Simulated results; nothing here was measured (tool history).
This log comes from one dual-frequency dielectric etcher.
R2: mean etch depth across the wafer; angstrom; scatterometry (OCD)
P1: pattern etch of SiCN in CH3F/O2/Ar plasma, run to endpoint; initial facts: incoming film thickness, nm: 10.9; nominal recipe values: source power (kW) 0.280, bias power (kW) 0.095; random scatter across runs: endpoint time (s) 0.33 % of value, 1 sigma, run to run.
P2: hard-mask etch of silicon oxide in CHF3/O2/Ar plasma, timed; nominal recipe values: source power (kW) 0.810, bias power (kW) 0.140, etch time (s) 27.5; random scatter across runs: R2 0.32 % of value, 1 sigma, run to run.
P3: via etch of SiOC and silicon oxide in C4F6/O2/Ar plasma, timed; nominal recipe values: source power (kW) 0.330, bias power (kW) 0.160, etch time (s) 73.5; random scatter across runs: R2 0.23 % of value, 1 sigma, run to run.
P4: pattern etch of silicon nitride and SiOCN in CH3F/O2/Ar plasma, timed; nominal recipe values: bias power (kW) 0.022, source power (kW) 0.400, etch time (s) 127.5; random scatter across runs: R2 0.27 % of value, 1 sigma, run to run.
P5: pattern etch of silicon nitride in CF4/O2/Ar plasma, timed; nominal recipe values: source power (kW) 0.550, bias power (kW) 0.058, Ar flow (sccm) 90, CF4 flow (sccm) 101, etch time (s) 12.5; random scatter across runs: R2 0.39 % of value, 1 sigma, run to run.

{"run": 1, "hour": 5.2, "process that ran": "P1", "source power (kW)": 0.28, "bias power (kW)": 0.095, "endpoint time (s)": 30.733}
{"run": 2, "hour": 10.6, "process that ran": "P4", "source power (kW)": 0.49, "bias power (kW)": 0.022, "etch time (s)": 127.5, "R2": 183.77}
{"run": 3, "hour": 16.9, "process that ran": "P1", "source power (kW)": 0.28, "bias power (kW)": 0.095, "endpoint time (s)": 30.772}
{"run": 4, "hour": 23.2, "process that ran": "P1", "source power (kW)": 0.28, "bias power (kW)": 0.057, "endpoint time (s)": 36.774}
{"run": 5, "hour": 30.4, "process that ran": "P5", "source power (kW)": 0.55, "bias power (kW)": 0.076, "etch time (s)": 12.5, "Ar flow (sccm)": 90, "CF4 flow (sccm)": 101, "R2": 308.62}
{"run": 6, "hour": 38.0, "process that ran": "P5", "source power (kW)": 0.76, "bias power (kW)": 0.058, "etch time (s)": 12.5, "Ar flow (sccm)": 90, "CF4 flow (sccm)": 101, "R2": 367.74}
{"run": 7, "hour": 47.0, "process that ran": "P1", "source power (kW)": 0.28, "bias power (kW)": 0.095, "endpoint time (s)": 30.611}
{"run": 8, "hour": 51.7, "process that ran": "P5", "source power (kW)": 0.55, "bias power (kW)": 0.058, "etch time (s)": 12.5, "Ar flow (sccm)": 112, "CF4 flow (sccm)": 101, "R2": 270.11}
{"run": 9, "hour": 60.5, "process that ran": "P2", "source power (kW)": 0.81, "bias power (kW)": 0.14, "etch time (s)": 27.5, "R2": 587.25}
{"run": 10, "hour": 67.0, "process that ran": "P5", "source power (kW)": 0.55, "bias power (kW)": 0.058, "etch time (s)": 18.5, "Ar flow (sccm)": 90, "CF4 flow (sccm)": 101, "R2": 409.46}
{"run": 11, "hour": 76.3, "process that ran": "P1", "source power (kW)": 0.35, "bias power (kW)": 0.095, "endpoint time (s)": 28.217}
{"run": 12, "hour": 84.4, "process that ran": "P1", "source power (kW)": 0.28, "bias power (kW)": 0.095, "endpoint time (s)": 30.763}
{"run": 13, "hour": 93.0, "process that ran": "P2", "source power (kW)": 0.81, "bias power (kW)": 0.14, "etch time (s)": 18.5, "R2": 394.83}
{"run": 14, "hour": 100.5, "process that ran": "P3", "source power (kW)": 0.33, "bias power (kW)": 0.16, "etch time (s)": 73.5, "R2": 742.42}
{"run": 15, "hour": 110.0, "process that ran": "P2", "source power (kW)": 0.52, "bias power (kW)": 0.14, "etch time (s)": 27.5, "R2": 493.56}
{"run": 16, "hour": 114.9, "process that ran": "P4", "source power (kW)": 0.4, "bias power (kW)": 0.022, "etch time (s)": 168.0, "R2": 227.22}
{"run": 17, "hour": 124.0, "process that ran": "P2", "source power (kW)": 0.81, "bias power (kW)": 0.182, "etch time (s)": 27.5, "R2": 637.56}
{"run": 18, "hour": 132.1, "process that ran": "P3", "source power (kW)": 0.33, "bias power (kW)": 0.16, "etch time (s)": 43.5, "R2": 437.93}
{"run": 19, "hour": 136.5, "process that ran": "P1", "source power (kW)": 0.39, "bias power (kW)": 0.069, "endpoint time (s)": 30.518}
{"run": 20, "hour": 140.7, "process that ran": "P3", "source power (kW)": 0.21, "bias power (kW)": 0.16, "etch time (s)": 73.5, "R2": 621.08}
{"run": 21, "hour": 148.3, "process that ran": "P1", "source power (kW)": 0.28, "bias power (kW)": 0.118, "endpoint time (s)": 28.3}
{"run": 22, "hour": 157.2, "process that ran": "P3", "source power (kW)": 0.33, "bias power (kW)": 0.194, "etch time (s)": 73.5, "R2": 790.76}
{"hour": 162.1, "done": "wet clean of the chamber"}
{"run": 23, "hour": 162.6, "process that ran": "P1", "source power (kW)": 0.28, "bias power (kW)": 0.095, "endpoint time (s)": 30.699}
{"run": 24, "hour": 171.7, "process that ran": "P4", "source power (kW)": 0.4, "bias power (kW)": 0.022, "etch time (s)": 127.5, "R2": 171.95}
{"run": 25, "hour": 180.5, "process that ran": "P1", "source power (kW)": 0.28, "bias power (kW)": 0.095, "endpoint time (s)": 30.67}
{"run": 26, "hour": 188.5, "process that ran": "P1", "source power (kW)": 0.28, "bias power (kW)": 0.095, "endpoint time (s)": 30.509}
{"run": 27, "hour": 193.2, "process that ran": "P1", "source power (kW)": 0.37, "bias power (kW)": 0.064, "endpoint time (s)": 31.579}
{"run": 28, "hour": 198.8, "process that ran": "P5", "source power (kW)": 0.55, "bias power (kW)": 0.058, "etch time (s)": 12.5, "Ar flow (sccm)": 90, "CF4 flow (sccm)": 82, "R2": 270.19}
{"run": 29, "hour": 205.6, "process that ran": "P1", "source power (kW)": 0.21, "bias power (kW)": 0.095, "endpoint time (s)": 33.847}
{"run": 30, "hour": 214.0, "process that ran": "P5", "source power (kW)": 0.55, "bias power (kW)": 0.058, "etch time (s)": 12.5, "Ar flow (sccm)": 90, "CF4 flow (sccm)": 101, "R2": 276.63}
{"run": 31, "hour": 219.8, "process that ran": "P4", "source power (kW)": 0.4, "bias power (kW)": 0.031, "etch time (s)": 127.5, "R2": 201.57}
{"run": 32, "hour": 227.3, "process that ran": "P2", "source power (kW)": 0.81, "bias power (kW)": 0.14, "etch time (s)": 27.5, "R2": 589.75}
{"run": 33, "hour": 233.5, "process that ran": "P1", "source power (kW)": 0.28, "bias power (kW)": 0.095, "endpoint time (s)": 30.576}
{"run": 34, "hour": 240.1, "process that ran": "P1", "source power (kW)": 0.28, "bias power (kW)": 0.095, "endpoint time (s)": 30.703}
{"run": 35, "hour": 245.5, "process that ran": "P1", "source power (kW)": 0.28, "bias power (kW)": 0.095, "endpoint time (s)": 30.933}
{"run": 36, "hour": 254.1, "process that ran": "P1", "source power (kW)": 0.28, "bias power (kW)": 0.095, "endpoint time (s)": 30.845}
{"hour": 256.4, "done": "wet clean of the chamber"}
{"run": 37, "hour": 260.9, "process that ran": "P1", "source power (kW)": 0.28, "bias power (kW)": 0.095, "endpoint time (s)": 31.253}
{"run": 38, "hour": 267.0, "process that ran": "P1", "source power (kW)": 0.28, "bias power (kW)": 0.095, "endpoint time (s)": 31.305}
{"run": 39, "hour": 271.9, "process that ran": "P1", "source power (kW)": 0.28, "bias power (kW)": 0.095, "endpoint time (s)": 31.049}
{"run": 40, "hour": 277.7, "process that ran": "P1", "source power (kW)": 0.28, "bias power (kW)": 0.095, "endpoint time (s)": 31.057}
{"run": 41, "hour": 283.7, "process that ran": "P1", "source power (kW)": 0.28, "bias power (kW)": 0.095, "endpoint time (s)": 31.171}

The log shows P1 creeping away from where it was. Any of the 2 causes listed here, at the size stated for it, fits the log just as well as the others:
A: bias power that arrives under what is set, % = 4.27
B: source power that arrives under what is set, % = 4.43
The onset of the drift is placed at about hour 233.5.
All other causes, with the reason each is excluded:
chamber walls in a state that lowers the etch rate, %: serviced after onset, at hour 256.4, with no recovery of the prior output

Each of the check runs listed below is run on 2 wafers and reports their average, with the results left as question marks. Pick the one under which the possible causes would lead to clearly different results.
{"run": "check 1", "hour": 289.7, "process that ran": "P3", "source power (kW)": 0.22, "bias power (kW)": 0.185, "etch time (s)": 73.5, "R2": "?"}
{"run": "check 2", "hour": 289.7, "process that ran": "P5", "source power (kW)": 0.55, "bias power (kW)": 0.058, "etch time (s)": 17.0, "Ar flow (sccm)": 90, "CF4 flow (sccm)": 101, "R2": "?"}
{"run": "check 3", "hour": 289.7, "process that ran": "P4", "source power (kW)": 0.48, "bias power (kW)": 0.026, "etch time (s)": 127.5, "R2": "?"}
{"run": "check 4", "hour": 289.7, "process that ran": "P2", "source power (kW)": 0.65, "bias power (kW)": 0.14, "etch time (s)": 20.5, "R2": "?"}

Predicted outcomes, by check and by cause:
check=check_1 result=R2 if_A=655.07 if_B=653.34
check=check_2 result=R2 if_A=370.05 if_B=361.63
check=check_3 result=R2 if_A=193.29 if_B=194.09
check=check_4 result=R2 if_A=395.87 if_B=394.34
Gap, in per cent, between the two causes that each check separates least, read from the result that separates them most: check 1 0.26 %; check 2 2.3 %; check 3 0.42 %; check 4 0.39 %
Check 2 is the one run that separates the causes; every other check would come out nearly the same whichever cause is at work.

Check 2 has now been run. It gave: R2 359.91 angstrom. Which of the candidate causes is it?

It was cause B: source power that arrives under what is set, %.
